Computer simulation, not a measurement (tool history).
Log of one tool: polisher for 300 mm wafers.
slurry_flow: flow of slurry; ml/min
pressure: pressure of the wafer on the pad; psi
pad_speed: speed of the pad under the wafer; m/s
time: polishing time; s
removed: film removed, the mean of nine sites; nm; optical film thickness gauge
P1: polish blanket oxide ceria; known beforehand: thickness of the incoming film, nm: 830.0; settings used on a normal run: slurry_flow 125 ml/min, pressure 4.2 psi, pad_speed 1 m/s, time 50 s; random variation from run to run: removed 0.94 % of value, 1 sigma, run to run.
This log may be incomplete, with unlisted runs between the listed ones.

run  hour  slurry_flow  pressure  pad_speed  time  wafers polished on this pad  hours since the slurry nozzle was cleaned  hours since the head pressure was calibrated  removed
  1   3.6          125       4.2          1    50                          401                                       97.9                                         261.9   250.14
  2     6          125       5.9       0.62    50                          419                                      100.3                                         264.3   219.55
  3   8.7          125       4.2          1    72                          439                                        103                                           267   358.41
  4  12.9           75       4.2          1    50                          470                                      107.2                                         271.2   219.39
  5  16.3          125       4.2          1    50                          495                                      110.6                                         274.6   251.93
     16.8  -- worn pad replaced by a new one
  6  20.7          125       4.2          1    50                           29                                        115                                           279   252.81
  7  24.6          125       2.2          1    50                           58                                      118.9                                         282.9   133.58
  8  28.6          125       4.2          1    50                           88                                      122.9                                         286.9    251.7
  9  30.7          195       4.2          1    50                          103                                        125                                           289   269.12
 10  34.4          125       4.2        0.7    50                          131                                      128.7                                         292.7   177.69
 11  37.4          125       4.2          1    50                          153                                      131.7                                         295.7   250.18
 12    41          125       4.2          1    36                          180                                      135.3                                         299.3   180.16
 13  43.3          125       4.2       1.48    50                          197                                      137.6                                         301.6   373.39
     46.4  -- head pressure recalibrated
 14  46.8          125         6          1    50                          223                                      141.1                                           0.4   356.89
 15    50          125         2       0.64    50                          247                                      144.3                                           3.6   77.141
 16  53.6          155       4.2       0.64    50                          274                                      147.9                                           7.2   167.56
 17  55.6          125       4.2          1    50                          289                                      149.9                                           9.2   250.55

Run 18, settings as shown, results not yet in. Your forecast:
 18    59          125       4.2          1    50                          314                                      153.3                                          12.6        ?

{"run 18": {"removed": 243.01}}
